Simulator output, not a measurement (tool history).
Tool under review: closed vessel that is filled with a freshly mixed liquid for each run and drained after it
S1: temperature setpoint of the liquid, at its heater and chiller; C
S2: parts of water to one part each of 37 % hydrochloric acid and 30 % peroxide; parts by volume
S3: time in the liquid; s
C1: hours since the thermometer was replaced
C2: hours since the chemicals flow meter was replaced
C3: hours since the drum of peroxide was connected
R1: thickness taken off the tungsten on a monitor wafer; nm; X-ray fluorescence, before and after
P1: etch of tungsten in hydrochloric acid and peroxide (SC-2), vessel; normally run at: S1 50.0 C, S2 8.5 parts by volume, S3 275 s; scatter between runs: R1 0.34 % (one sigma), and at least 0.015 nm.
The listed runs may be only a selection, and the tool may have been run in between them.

run	hour	S1	S2	S3	C1	C2	C3	R1
1	11.0	50.0	8.5	275	215.8	1577.7	170.4	34.7360
# hour 23.3: thermometer replaced
2	25.0	50.0	8.5	275	1.7	1591.7	184.4	34.8040
3	41.9	50.0	8.5	30	18.6	1608.6	201.3	3.7857
4	57.5	50.0	8.5	275	34.2	1624.2	216.9	34.9010
5	75.2	35.0	8.5	275	51.9	1641.9	234.6	12.2110
6	87.1	50.0	8.5	275	63.8	1653.8	246.5	34.9020
7	104.6	63.5	8.5	275	81.3	1671.3	264.0	82.0750
8	116.1	50.0	8.5	275	92.8	1682.8	275.5	34.7270
9	129.4	50.0	4.0	275	106.1	1696.1	288.8	60.8680
10	144.7	50.0	15.0	275	121.4	1711.4	304.1	21.5140
11	156.9	50.0	8.5	545	133.6	1723.6	316.3	69.2050
12	166.3	50.0	4.0	30	143.0	1733.0	325.7	6.6766
13	176.2	42.5	8.5	90	152.9	1742.9	335.6	6.8142
14	184.8	50.0	8.5	275	161.5	1751.5	344.2	34.8260
15	199.4	50.0	8.5	275	176.1	1766.1	358.8	33.5920
16	213.7	50.0	8.5	275	190.4	1780.4	373.1	32.8950
# hour 228.6: new drum of peroxide connected
17	228.9	50.0	8.5	275	205.6	1795.6	0.4	32.2990
18	237.1	50.0	8.5	275	213.8	1803.8	8.6	32.2960
19	249.4	50.0	8.5	275	226.1	1816.1	20.9	31.9450
20	260.6	50.0	8.5	275	237.3	1827.3	32.1	31.9690
21	273.9	50.0	8.5	275	250.6	1840.6	45.4	31.9760
22	288.9	50.0	8.5	275	265.6	1855.6	60.4	31.7250
23	306.7	50.0	8.5	275	283.4	1873.4	78.2	31.7790

Something has made what P1 gives creep away from where it was; the 2 causes below, each at its own stated size, fit the log equally well:
A: chemicals flow below the setpoint (%) = 10.3
B: liquid colder than its thermometer reads (K) = 1.33
The onset of the drift is placed at about hour 184.8.
Other possible causes, and why each is ruled out:
peroxide weaker than its label (%): maintenance at hour 228.6, after the shift began, did not return the process to its former output

Of the 4 check runs below, each run on 2 wafers with the results averaged and each result still a question mark, which one would tell the listed causes apart?
check 1	324.5	40.0	4.0	275				?
check 2	324.5	43.0	8.5	35				?
check 3	324.5	35.5	13.0	275				?
check 4	324.5	62.0	8.5	125				?

Outcome of each check run for each possible cause:
check	result	if A	if B
check 1	R1	28.4250	27.8310
check 2	R1	2.5145	2.5040
check 3	R1	8.0498	8.0278
check 4	R1	31.2980	31.4900
Per check, the gap between the least separated pair of causes, taken in the result that splits them most: check 1 2.11 %; check 2 0.42 %; check 3 0.27 %; check 4 0.61 %
Check 1 tells the causes apart: in the others they would give nearly the same result.

Check 1 has now been run. It gave: R1 27.7410 nm. Which of the candidate causes is it?

It was cause B: liquid colder than its thermometer reads (K).
